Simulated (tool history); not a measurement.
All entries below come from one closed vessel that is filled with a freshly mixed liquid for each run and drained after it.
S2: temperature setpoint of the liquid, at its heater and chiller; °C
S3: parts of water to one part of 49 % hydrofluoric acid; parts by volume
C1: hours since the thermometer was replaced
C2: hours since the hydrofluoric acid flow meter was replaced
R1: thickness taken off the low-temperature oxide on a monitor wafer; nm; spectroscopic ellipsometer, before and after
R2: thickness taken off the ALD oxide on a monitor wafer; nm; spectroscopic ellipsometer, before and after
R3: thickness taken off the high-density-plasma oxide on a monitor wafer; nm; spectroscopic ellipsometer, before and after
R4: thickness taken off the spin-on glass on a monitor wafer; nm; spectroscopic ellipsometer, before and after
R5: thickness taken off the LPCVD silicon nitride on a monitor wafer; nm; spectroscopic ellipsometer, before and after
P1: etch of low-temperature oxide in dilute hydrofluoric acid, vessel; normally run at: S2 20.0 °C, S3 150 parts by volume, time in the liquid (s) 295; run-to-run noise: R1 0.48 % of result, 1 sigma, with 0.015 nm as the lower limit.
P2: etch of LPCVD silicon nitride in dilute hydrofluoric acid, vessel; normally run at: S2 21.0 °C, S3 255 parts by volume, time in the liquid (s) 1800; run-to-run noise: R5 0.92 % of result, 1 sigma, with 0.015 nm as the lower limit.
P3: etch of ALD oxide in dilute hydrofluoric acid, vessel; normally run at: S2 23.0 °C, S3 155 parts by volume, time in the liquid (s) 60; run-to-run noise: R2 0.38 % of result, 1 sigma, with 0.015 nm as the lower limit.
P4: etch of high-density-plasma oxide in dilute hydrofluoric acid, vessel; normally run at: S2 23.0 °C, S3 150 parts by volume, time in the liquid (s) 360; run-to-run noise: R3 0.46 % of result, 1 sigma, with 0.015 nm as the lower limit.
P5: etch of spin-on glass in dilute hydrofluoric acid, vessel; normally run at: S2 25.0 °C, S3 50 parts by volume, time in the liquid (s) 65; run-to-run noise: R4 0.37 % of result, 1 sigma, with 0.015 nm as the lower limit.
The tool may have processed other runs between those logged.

Run 1, hour 7.4: process that ran P1, S2 20.0 °C, S3 150 parts by volume, time in the liquid (s) 295; C1 164.8; C2 1196.5. Result: R1 40.8660 nm.
Run 2, hour 19.9: process that ran P1, S2 26.0 °C, S3 225 parts by volume, time in the liquid (s) 295; C1 177.3; C2 1209.0. Result: R1 31.9430 nm.
Run 3, hour 31.5: process that ran P3, S2 23.0 °C, S3 155 parts by volume, time in the liquid (s) 60; C1 188.9; C2 1220.6. Result: R2 5.9834 nm.
Run 4, hour 42.6: process that ran P1, S2 25.5 °C, S3 150 parts by volume, time in the liquid (s) 295; C1 200.0; C2 1231.7. Result: R1 51.0760 nm.
Run 5, hour 52.0: process that ran P4, S2 23.0 °C, S3 150 parts by volume, time in the liquid (s) 130; C1 209.4; C2 1241.1. Result: R3 5.6397 nm.
Run 6, hour 64.2: process that ran P5, S2 25.0 °C, S3 25 parts by volume, time in the liquid (s) 65; C1 221.6; C2 1253.3. Result: R4 96.109 nm.
Run 7, hour 75.4: process that ran P5, S2 25.0 °C, S3 50 parts by volume, time in the liquid (s) 65; C1 232.8; C2 1264.5. Result: R4 46.079 nm.
Run 8, hour 86.4: process that ran P1, S2 20.0 °C, S3 150 parts by volume, time in the liquid (s) 295; C1 243.8; C2 1275.5. Result: R1 40.7940 nm.
Run 9, hour 96.4: process that ran P3, S2 23.0 °C, S3 95 parts by volume, time in the liquid (s) 60; C1 253.8; C2 1285.5. Result: R2 10.4870 nm.
Run 10, hour 109.8: process that ran P2, S2 21.0 °C, S3 255 parts by volume, time in the liquid (s) 1800; C1 267.2; C2 1298.9. Result: R5 2.6701 nm.
Run 11, hour 123.6: process that ran P1, S2 20.0 °C, S3 225 parts by volume, time in the liquid (s) 295; C1 281.0; C2 1312.7. Result: R1 25.5870 nm.
Run 12, hour 134.3: process that ran P4, S2 17.0 °C, S3 150 parts by volume, time in the liquid (s) 360; C1 291.7; C2 1323.4. Result: R3 12.3320 nm.
Run 13, hour 146.8: process that ran P1, S2 20.0 °C, S3 150 parts by volume, time in the liquid (s) 490; C1 304.2; C2 1335.9. Result: R1 68.3670 nm.
Run 14, hour 154.5: process that ran P2, S2 28.5 °C, S3 255 parts by volume, time in the liquid (s) 1800; C1 311.9; C2 1343.6. Result: R5 4.2442 nm.
Run 15, hour 162.1: process that ran P1, S2 20.0 °C, S3 150 parts by volume, time in the liquid (s) 55; C1 319.5; C2 1351.2. Result: R1 7.6511 nm.
Run 16, hour 174.1: process that ran P1, S2 20.0 °C, S3 150 parts by volume, time in the liquid (s) 295; C1 331.5; C2 1363.2. Result: R1 40.9420 nm.
Run 17, hour 186.4: process that ran P2, S2 21.0 °C, S3 160 parts by volume, time in the liquid (s) 1800; C1 343.8; C2 1375.5. Result: R5 4.1987 nm.
Run 18, hour 195.2: process that ran P3, S2 18.5 °C, S3 155 parts by volume, time in the liquid (s) 60; C1 352.6; C2 1384.3. Result: R2 5.0341 nm.
Run 19, hour 201.5: process that ran P1, S2 20.0 °C, S3 55 parts by volume, time in the liquid (s) 295; C1 358.9; C2 1390.6. Result: R1 123.9200 nm.
Run 20, hour 207.8: process that ran P1, S2 20.0 °C, S3 150 parts by volume, time in the liquid (s) 295; C1 365.2; C2 1396.9. Result: R1 41.1210 nm.
Run 21, hour 215.7: process that ran P5, S2 25.0 °C, S3 50 parts by volume, time in the liquid (s) 30; C1 373.1; C2 1404.8. Result: R4 21.045 nm.
Run 22, hour 226.0: process that ran P3, S2 23.0 °C, S3 155 parts by volume, time in the liquid (s) 115; C1 383.4; C2 1415.1. Result: R2 11.4890 nm.
Run 23, hour 232.8: process that ran P1, S2 27.0 °C, S3 150 parts by volume, time in the liquid (s) 440; C1 390.2; C2 1421.9. Result: R1 80.0870 nm.
Run 24, hour 243.3: process that ran P2, S2 21.0 °C, S3 255 parts by volume, time in the liquid (s) 2715; C1 400.7; C2 1432.4. Result: R5 4.0211 nm.
Run 25, hour 250.6: process that ran P1, S2 20.0 °C, S3 150 parts by volume, time in the liquid (s) 295; C1 408.0; C2 1439.7. Result: R1 41.5990 nm.
Run 26, hour 258.2: process that ran P2, S2 21.0 °C, S3 255 parts by volume, time in the liquid (s) 1800; C1 415.6; C2 1447.3. Result: R5 2.6491 nm.
Run 27, hour 268.2: process that ran P5, S2 31.5 °C, S3 50 parts by volume, time in the liquid (s) 65; C1 425.6; C2 1457.3. Result: R4 59.681 nm.
Run 28, hour 277.1: process that ran P4, S2 23.0 °C, S3 210 parts by volume, time in the liquid (s) 360; C1 434.5; C2 1466.2. Result: R3 10.5030 nm.
Run 29, hour 286.7: process that ran P4, S2 23.0 °C, S3 150 parts by volume, time in the liquid (s) 360; C1 444.1; C2 1475.8. Result: R3 15.6380 nm.
Run 30, hour 292.8: process that ran P1, S2 17.0 °C, S3 150 parts by volume, time in the liquid (s) 295; C1 450.2; C2 1481.9. Result: R1 36.6600 nm.
Run 31, hour 306.2: process that ran P1, S2 20.0 °C, S3 150 parts by volume, time in the liquid (s) 295; C1 463.6; C2 1495.3. Result: R1 41.3660 nm.
Run 32, hour 312.3: process that ran P1, S2 20.0 °C, S3 150 parts by volume, time in the liquid (s) 295; C1 469.7; C2 1501.4. Result: R1 40.8500 nm.
Run 33, hour 323.7: process that ran P1, S2 20.0 °C, S3 150 parts by volume, time in the liquid (s) 295; C1 481.1; C2 1512.8. Result: R1 40.3300 nm.
Run 34, hour 337.2: process that ran P1, S2 20.0 °C, S3 150 parts by volume, time in the liquid (s) 295; C1 494.6; C2 1526.3. Result: R1 39.5500 nm.
Run 35, hour 348.3: process that ran P1, S2 20.0 °C, S3 150 parts by volume, time in the liquid (s) 295; C1 505.7; C2 1537.4. Result: R1 39.1980 nm.
Run 36, hour 359.8: process that ran P1, S2 20.0 °C, S3 150 parts by volume, time in the liquid (s) 295; C1 517.2; C2 1548.9. Result: R1 39.2110 nm.
Run 37, hour 371.5: process that ran P1, S2 20.0 °C, S3 150 parts by volume, time in the liquid (s) 295; C1 528.9; C2 1560.6. Result: R1 38.7820 nm.
Run 38, hour 380.5: process that ran P1, S2 20.0 °C, S3 150 parts by volume, time in the liquid (s) 295; C1 537.9; C2 1569.6. Result: R1 38.8460 nm.
Run 39, hour 394.0: process that ran P1, S2 20.0 °C, S3 150 parts by volume, time in the liquid (s) 295; C1 551.4; C2 1583.1. Result: R1 38.6770 nm.
Run 40, hour 407.3: process that ran P1, S2 20.0 °C, S3 150 parts by volume, time in the liquid (s) 295; C1 564.7; C2 1596.4. Result: R1 38.6980 nm.
Run 41, hour 419.4: process that ran P1, S2 20.0 °C, S3 150 parts by volume, time in the liquid (s) 295; C1 576.8; C2 1608.5. Result: R1 39.1280 nm.

What P1 gives has crept away from where it was. These 2 causes fit the log equally well, each at the size given:
A: liquid colder than its thermometer reads (K) = 1.48
B: hydrofluoric acid flow below the setpoint (%) = 4.96
At approximately hour 306.2, the process output began to creep.

Below are 4 check runs, each averaged over 5 wafers, with their results shown as question marks. Which of them would give clearly different results depending on which cause is behind the drift?
Run check 1, hour 431.5: process that ran P4, S2 19.0 °C, S3 150 parts by volume, time in the liquid (s) 360. Result: R3 ?.
Run check 2, hour 431.5: process that ran P5, S2 30.0 °C, S3 50 parts by volume, time in the liquid (s) 30. Result: R4 ?.
Run check 3, hour 431.5: process that ran P3, S2 23.0 °C, S3 155 parts by volume, time in the liquid (s) 110. Result: R2 ?.
Run check 4, hour 431.5: process that ran P2, S2 26.5 °C, S3 255 parts by volume, time in the liquid (s) 1800. Result: R5 ?.

What each check would give under each cause:
  check  result     if A     if B
check 1      R3  12.6030  12.6170
check 2      R4   24.474   24.561
check 3      R2  10.3770  10.3520
check 4      R5   3.4563   3.5939
Minimum pairwise separation of causes per check, each pair taken at its best-separating result: check 1 0.11 %; check 2 0.35 %; check 3 0.24 %; check 4 3.9 %
The causes can be told apart only by check 4. The other checks would give nearly the same results under each of them.

Check 4 was then run and gave: R5 3.5746 nm. Which cause is it?

The cause is B: hydrofluoric acid flow below the setpoint (%).
